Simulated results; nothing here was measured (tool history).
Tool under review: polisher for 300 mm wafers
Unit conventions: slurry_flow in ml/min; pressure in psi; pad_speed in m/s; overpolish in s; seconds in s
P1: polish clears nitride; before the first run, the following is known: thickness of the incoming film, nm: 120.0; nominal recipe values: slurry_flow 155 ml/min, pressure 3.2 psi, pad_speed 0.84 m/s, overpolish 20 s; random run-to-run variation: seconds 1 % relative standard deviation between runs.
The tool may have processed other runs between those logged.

run	hour	slurry_flow	pressure	pad_speed	overpolish	seconds
1	12.5	155	3.2	0.84	20	119.61
2	30	155	1.9	0.62	20	274.93
3	47.8	155	3.2	0.84	6	118.97
4	62.5	155	3.2	1.32	20	75.903
5	79.1	155	1.5	0.84	20	252.26
6	87.7	155	3.2	0.84	20	118.41
7	103.2	155	3.2	0.46	20	219.39
8	115	95	3.2	0.84	20	132.35
9	123.3	155	4.3	0.84	20	89.494
10	133.5	155	3.2	0.4	7	250.42
11	148	200	3.2	0.84	20	113.25
# hour 154: head pressure recalibrated
12	162.9	155	3.2	0.84	39	117.05
13	175	155	3.2	0.84	20	119.45
14	192.5	155	3.2	0.84	20	117.21
15	205.7	155	3.2	0.84	20	117.9
16	222.6	155	3.2	0.84	20	120.33

Run 17 comes next. What will it give?
17	236.7	155	3.2	0.84	20	?

seconds: 119.17 s
